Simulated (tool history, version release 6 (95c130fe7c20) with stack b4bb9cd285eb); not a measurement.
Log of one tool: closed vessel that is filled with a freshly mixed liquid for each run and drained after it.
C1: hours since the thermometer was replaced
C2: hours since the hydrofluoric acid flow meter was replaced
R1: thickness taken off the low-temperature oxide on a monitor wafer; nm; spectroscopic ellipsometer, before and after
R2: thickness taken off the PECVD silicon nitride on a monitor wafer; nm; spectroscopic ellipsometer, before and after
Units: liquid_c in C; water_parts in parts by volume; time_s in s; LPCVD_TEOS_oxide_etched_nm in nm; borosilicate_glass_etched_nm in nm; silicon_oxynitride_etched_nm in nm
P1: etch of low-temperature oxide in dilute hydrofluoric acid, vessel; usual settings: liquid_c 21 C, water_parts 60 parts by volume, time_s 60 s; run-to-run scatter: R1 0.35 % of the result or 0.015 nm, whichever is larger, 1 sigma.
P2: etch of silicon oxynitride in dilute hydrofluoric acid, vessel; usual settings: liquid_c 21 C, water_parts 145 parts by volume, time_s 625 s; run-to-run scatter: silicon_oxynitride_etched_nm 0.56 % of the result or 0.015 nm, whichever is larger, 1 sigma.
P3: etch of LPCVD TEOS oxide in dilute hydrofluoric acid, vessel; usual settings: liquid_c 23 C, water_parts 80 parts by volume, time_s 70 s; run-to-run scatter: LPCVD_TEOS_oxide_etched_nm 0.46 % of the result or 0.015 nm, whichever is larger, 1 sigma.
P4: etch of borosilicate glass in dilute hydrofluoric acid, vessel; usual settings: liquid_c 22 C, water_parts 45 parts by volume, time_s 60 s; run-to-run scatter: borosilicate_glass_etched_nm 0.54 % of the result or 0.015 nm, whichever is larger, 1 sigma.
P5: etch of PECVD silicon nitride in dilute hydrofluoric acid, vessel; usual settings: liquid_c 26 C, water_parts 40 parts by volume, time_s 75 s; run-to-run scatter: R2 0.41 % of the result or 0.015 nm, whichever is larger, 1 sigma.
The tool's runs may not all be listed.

Run 1, hour 4.5: process P1, liquid_c 21 C, water_parts 60 parts by volume, time_s 60 s; C1 324.8; C2 820.1. Result: R1 18.537 nm.
Run 2, hour 13.6: process P1, liquid_c 21 C, water_parts 100 parts by volume, time_s 60 s; C1 333.9; C2 829.2. Result: R1 10.673 nm.
Run 3, hour 17.8: process P1, liquid_c 17 C, water_parts 60 parts by volume, time_s 60 s; C1 338.1; C2 833.4. Result: R1 15.716 nm.
Run 4, hour 22.8: process P5, liquid_c 26 C, water_parts 40 parts by volume, time_s 75 s; C1 343.1; C2 838.4. Result: R2 9.5556 nm.
Run 5, hour 30: process P1, liquid_c 21 C, water_parts 60 parts by volume, time_s 60 s; C1 350.3; C2 845.6. Result: R1 18.678 nm.
Run 6, hour 37.1: process P3, liquid_c 23 C, water_parts 80 parts by volume, time_s 110 s; C1 357.4; C2 852.7. Result: LPCVD_TEOS_oxide_etched_nm 42.085 nm.
Run 7, hour 44.7: process P4, liquid_c 22 C, water_parts 20 parts by volume, time_s 60 s; C1 365; C2 860.3. Result: borosilicate_glass_etched_nm 100.07 nm.
Run 8, hour 52.4: process P4, liquid_c 17 C, water_parts 45 parts by volume, time_s 60 s; C1 372.7; C2 868. Result: borosilicate_glass_etched_nm 34.793 nm.
Run 9, hour 59.6: process P3, liquid_c 23 C, water_parts 80 parts by volume, time_s 70 s; C1 379.9; C2 875.2. Result: LPCVD_TEOS_oxide_etched_nm 26.835 nm.
Run 10, hour 67: process P3, liquid_c 17 C, water_parts 80 parts by volume, time_s 70 s; C1 387.3; C2 882.6. Result: LPCVD_TEOS_oxide_etched_nm 20.889 nm.
Run 11, hour 71.1: process P2, liquid_c 24.5 C, water_parts 145 parts by volume, time_s 625 s; C1 391.4; C2 886.7. Result: silicon_oxynitride_etched_nm 10.486 nm.
Run 12, hour 78.5: process P2, liquid_c 21 C, water_parts 220 parts by volume, time_s 625 s; C1 398.8; C2 894.1. Result: silicon_oxynitride_etched_nm 5.5723 nm.
Run 13, hour 84: process P3, liquid_c 23 C, water_parts 80 parts by volume, time_s 70 s; C1 404.3; C2 899.6. Result: LPCVD_TEOS_oxide_etched_nm 26.829 nm.
Run 14, hour 89.6: process P1, liquid_c 21 C, water_parts 60 parts by volume, time_s 60 s; C1 409.9; C2 905.2. Result: R1 18.681 nm.
Run 15, hour 97.2: process P1, liquid_c 21 C, water_parts 60 parts by volume, time_s 60 s; C1 417.5; C2 912.8. Result: R1 18.58 nm.
Run 16, hour 104.7: process P1, liquid_c 21 C, water_parts 60 parts by volume, time_s 60 s; C1 425; C2 920.3. Result: R1 18.608 nm.
Run 17, hour 113.3: process P1, liquid_c 21 C, water_parts 35 parts by volume, time_s 115 s; C1 433.6; C2 928.9. Result: R1 63.853 nm.
Run 18, hour 120.6: process P5, liquid_c 26 C, water_parts 40 parts by volume, time_s 75 s; C1 440.9; C2 936.2. Result: R2 9.5465 nm.
Run 19, hour 125: process P2, liquid_c 21 C, water_parts 145 parts by volume, time_s 625 s; C1 445.3; C2 940.6. Result: silicon_oxynitride_etched_nm 8.8745 nm.
Run 20, hour 130.3: process P3, liquid_c 23 C, water_parts 50 parts by volume, time_s 70 s; C1 450.6; C2 945.9. Result: LPCVD_TEOS_oxide_etched_nm 44.758 nm.
Run 21, hour 134.5: process P2, liquid_c 21 C, water_parts 145 parts by volume, time_s 110 s; C1 454.8; C2 950.1. Result: silicon_oxynitride_etched_nm 1.5516 nm.
Run 22, hour 143.7: process P1, liquid_c 21 C, water_parts 60 parts by volume, time_s 30 s; C1 464; C2 959.3. Result: R1 9.3165 nm.
Run 23, hour 151.7: process P1, liquid_c 27.5 C, water_parts 60 parts by volume, time_s 60 s; C1 472; C2 967.3. Result: R1 24.336 nm.
Run 24, hour 157.5: process P4, liquid_c 22 C, water_parts 45 parts by volume, time_s 60 s; C1 477.8; C2 973.1. Result: borosilicate_glass_etched_nm 43.26 nm.
Run 25, hour 166.3: process P5, liquid_c 32 C, water_parts 40 parts by volume, time_s 75 s; C1 486.6; C2 981.9. Result: R2 14.171 nm.
Run 26, hour 171.2: process P5, liquid_c 26 C, water_parts 60 parts by volume, time_s 75 s; C1 491.5; C2 986.8. Result: R2 6.4254 nm.
Run 27, hour 175.5: process P5, liquid_c 26 C, water_parts 40 parts by volume, time_s 30 s; C1 495.8; C2 991.1. Result: R2 3.8016 nm.
Run 28, hour 181.3: process P4, liquid_c 22 C, water_parts 45 parts by volume, time_s 115 s; C1 501.6; C2 996.9. Result: borosilicate_glass_etched_nm 83.414 nm.
Run 29, hour 186.2: process P1, liquid_c 21 C, water_parts 60 parts by volume, time_s 60 s; C1 506.5; C2 1001.8. Result: R1 18.789 nm.
Run 30, hour 192.4: process P1, liquid_c 21 C, water_parts 60 parts by volume, time_s 100 s; C1 512.7; C2 1008. Result: R1 30.929 nm.
Run 31, hour 196.5: process P1, liquid_c 21 C, water_parts 20 parts by volume, time_s 60 s; C1 516.8; C2 1012.1. Result: R1 59.002 nm.
Run 32, hour 203.8: process P1, liquid_c 21 C, water_parts 60 parts by volume, time_s 60 s; C1 524.1; C2 1019.4. Result: R1 18.613 nm.
Run 33, hour 211.9: process P1, liquid_c 21 C, water_parts 60 parts by volume, time_s 60 s; C1 532.2; C2 1027.5. Result: R1 17.943 nm.
Run 34, hour 219.4: process P1, liquid_c 21 C, water_parts 60 parts by volume, time_s 60 s; C1 539.7; C2 1035. Result: R1 17.686 nm.
Run 35, hour 224.9: process P1, liquid_c 21 C, water_parts 60 parts by volume, time_s 60 s; C1 545.2; C2 1040.5. Result: R1 17.581 nm.
Run 36, hour 231.1: process P1, liquid_c 21 C, water_parts 60 parts by volume, time_s 60 s; C1 551.4; C2 1046.7. Result: R1 17.45 nm.
Run 37, hour 239: process P1, liquid_c 21 C, water_parts 60 parts by volume, time_s 60 s; C1 559.3; C2 1054.6. Result: R1 17.223 nm.
Run 38, hour 243.2: process P1, liquid_c 21 C, water_parts 60 parts by volume, time_s 60 s; C1 563.5; C2 1058.8. Result: R1 17.216 nm.
Run 39, hour 251.4: process P1, liquid_c 21 C, water_parts 60 parts by volume, time_s 60 s; C1 571.7; C2 1067. Result: R1 17.224 nm.
Run 40, hour 258.8: process P1, liquid_c 21 C, water_parts 60 parts by volume, time_s 60 s; C1 579.1; C2 1074.4. Result: R1 17.141 nm.
Run 41, hour 267.6: process P1, liquid_c 21 C, water_parts 60 parts by volume, time_s 60 s; C1 587.9; C2 1083.2. Result: R1 17.17 nm.

What P1 gives has crept away from where it was. These 2 causes fit the log equally well, each at the size given:
A: liquid colder than its thermometer reads (K) = 1.96
B: hydrofluoric acid flow below the setpoint (%) = 7.37
The creep began at about hour 203.8.

4 check runs are offered, one wafer each, their results left as question marks. Which one tells the causes apart?
Run check 1, hour 276.4: process P3, liquid_c 23 C, water_parts 80 parts by volume, time_s 70 s. Result: LPCVD_TEOS_oxide_etched_nm ?.
Run check 2, hour 276.4: process P5, liquid_c 26 C, water_parts 40 parts by volume, time_s 75 s. Result: R2 ?.
Run check 3, hour 276.4: process P4, liquid_c 22 C, water_parts 45 parts by volume, time_s 60 s. Result: borosilicate_glass_etched_nm ?.
Run check 4, hour 276.4: process P2, liquid_c 21 C, water_parts 145 parts by volume, time_s 625 s. Result: silicon_oxynitride_etched_nm ?.

What each check would give under each cause:
  check                        result    if A    if B
check 1    LPCVD_TEOS_oxide_etched_nm  24.784  24.678
check 2                            R2  8.3624  8.8533
check 3  borosilicate_glass_etched_nm  39.857  39.929
check 4  silicon_oxynitride_etched_nm  8.0775  8.1489
How far apart the two closest causes lie, in the result that separates them most: check 1 0.43 %; check 2 5.7 %; check 3 0.18 %; check 4 0.88 %
Only check 2 tells the causes apart: in the others they would give nearly the same result.

Check 2 was then run and gave: R2 8.382 nm. Which cause is it?

It is A: liquid colder than its thermometer reads (K).
